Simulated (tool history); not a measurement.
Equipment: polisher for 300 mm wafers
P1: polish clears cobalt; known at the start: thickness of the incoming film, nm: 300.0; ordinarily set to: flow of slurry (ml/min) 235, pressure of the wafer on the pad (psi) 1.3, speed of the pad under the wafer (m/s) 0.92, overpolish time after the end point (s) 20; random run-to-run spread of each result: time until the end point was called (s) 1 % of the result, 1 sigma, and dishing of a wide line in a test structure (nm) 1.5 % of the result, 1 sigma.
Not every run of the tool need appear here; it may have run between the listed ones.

run     day  flow of slurry (ml/min)  pressure of the wafer on the pad (psi)  speed of the pad under the wafer (m/s)  overpolish time after the end point (s)  wafers polished on this pad  hours since the slurry nozzle was cleaned  hours since the head pressure was calibrated  time until the end point was called (s)  dishing of a wide line in a test structure (nm)
  1   0.475                      235                                     1.3                                    0.92                                       20                          965                                      232.6                                        1045.4                                   102.28                                           35.659
  2   0.867                      235                                     1.3                                    0.92                                       20                         1061                                        242                                        1054.8                                   103.72                                           35.977
      0.912  -- head pressure recalibrated
  3   1.417                      235                                     0.7                                    0.92                                       20                         1196                                      255.2                                          12.2                                   190.96                                           23.962
  4   1.704                      235                                     1.3                                    0.92                                       20                         1266                                      262.1                                          19.1                                   103.25                                           34.198
  5   2.075                      325                                     1.3                                    0.92                                       20                         1357                                        271                                            28                                   99.316                                            35.15
  6   2.367                      235                                     1.3                                    1.42                                       20                         1429                                        278                                            35                                   66.523                                           43.496
  7   2.783                      235                                     1.3                                    0.92                                       20                         1531                                        288                                            45                                   103.23                                            34.95
  8   3.246                      155                                     1.3                                    0.92                                        6                         1644                                      299.1                                          56.1                                    107.6                                           14.368
  9   3.767                      235                                     1.3                                    0.92                                       20                         1771                                      311.6                                          68.6                                   103.91                                           36.225
 10   4.142                      140                                     1.3                                    0.92                                       20                         1863                                      320.6                                          77.6                                   113.35                                           33.355
 11   4.567                      235                                     1.3                                    0.92                                       31                         1967                                      330.8                                          87.8                                   103.75                                           44.897
 12   5.046                      235                                     2.1                                    0.92                                       20                         2085                                      342.3                                          99.3                                   63.537                                           44.584
 13   5.554                      235                                     1.3                                    0.56                                       20                         2209                                      354.5                                         111.5                                   167.67                                           26.362
 14   6.033                      235                                     0.7                                    1.24                                       20                         2327                                        366                                           123                                   142.46                                           28.652
 15   6.388                      235                                     1.3                                    0.92                                        8                         2413                                      374.5                                         131.5                                   100.51                                           19.095
 16   6.742                      235                                     1.3                                    0.92                                       20                         2500                                        383                                           140                                   102.92                                           35.784
 17   7.288                      235                                     1.3                                    0.92                                       20                         2634                                      396.1                                         153.1                                   105.39                                           35.514
 18   7.608                      235                                     1.3                                    0.92                                       20                         2712                                      403.8                                         160.8                                    105.6                                           35.094
 19    8.05                      235                                     1.3                                    0.92                                       20                         2821                                      414.4                                         171.4                                   108.88                                           34.855
 20   8.412                      235                                     1.3                                    0.92                                       20                         2909                                      423.1                                         180.1                                    109.4                                           34.291
 21   8.912                      235                                     1.3                                    0.92                                       20                         3032                                      435.1                                         192.1                                   109.98                                           35.755
      9.088  -- head pressure recalibrated
 22   9.367                      235                                     1.3                                    0.92                                       20                         3143                                        446                                           6.8                                   110.72                                           33.692
 23   9.638                      235                                     1.3                                    0.92                                       20                         3210                                      452.5                                          13.3                                   109.35                                           34.507
 24  10.171                      235                                     1.3                                    0.92                                       20                         3340                                      465.3                                          26.1                                   108.27                                           34.457

What P1 gives has crept off from where it sat before. The 2 causes that follow fit the log equally well, each at the size noted:
A: slurry flow missing at the pad, % = 36.7
B: removal rate lost through wear of the pad, % = 6.25
Onset of the creep was near day 6.742.
The rest of the possible causes, and what rules out each one:
head's pressure below its setpoint, %: work on it at day 9.088, done after the drift set in, did not restore what the process gave before

Each of the check runs listed below is run on 5 wafers and reports their average, with the results left as question marks. Pick the one under which the possible causes would lead to clearly different results.
check 1  10.704                      235                                     1.3                                     1.4                                        8                                                                                                                                                              ?                                                ?
check 2  10.704                      235                                     0.7                                    0.92                                       20                                                                                                                                                              ?                                                ?
check 3  10.704                      280                                     1.3                                     1.4                                       20                                                                                                                                                              ?                                                ?
check 4  10.704                      140                                       2                                    0.92                                       20                                                                                                                                                              ?                                                ?

Predicted outcomes, by check and by cause:
  check                                           result    if A    if B
check 1          time until the end point was called (s)  72.181  72.183
check 1  dishing of a wide line in a test structure (nm)  24.609  24.609
check 2          time until the end point was called (s)  203.99     204
check 2  dishing of a wide line in a test structure (nm)  22.633  22.632
check 3          time until the end point was called (s)  70.186  70.881
check 3  dishing of a wide line in a test structure (nm)  42.934  42.755
check 4          time until the end point was called (s)  80.059  76.984
check 4  dishing of a wide line in a test structure (nm)  40.474  41.219
Per check, the gap between the least separated pair of causes, taken in the result that splits them most: check 1 0 %; check 2 0 %; check 3 0.99 %; check 4 3.92 %
Only in check 4 would the causes give clearly different results; in the remaining checks their results would be nearly the same.

Check 4 was then run and gave: time until the end point was called (s) 80.738; dishing of a wide line in a test structure (nm) 40.587. Which cause is it?

It was cause A: slurry flow missing at the pad, %.

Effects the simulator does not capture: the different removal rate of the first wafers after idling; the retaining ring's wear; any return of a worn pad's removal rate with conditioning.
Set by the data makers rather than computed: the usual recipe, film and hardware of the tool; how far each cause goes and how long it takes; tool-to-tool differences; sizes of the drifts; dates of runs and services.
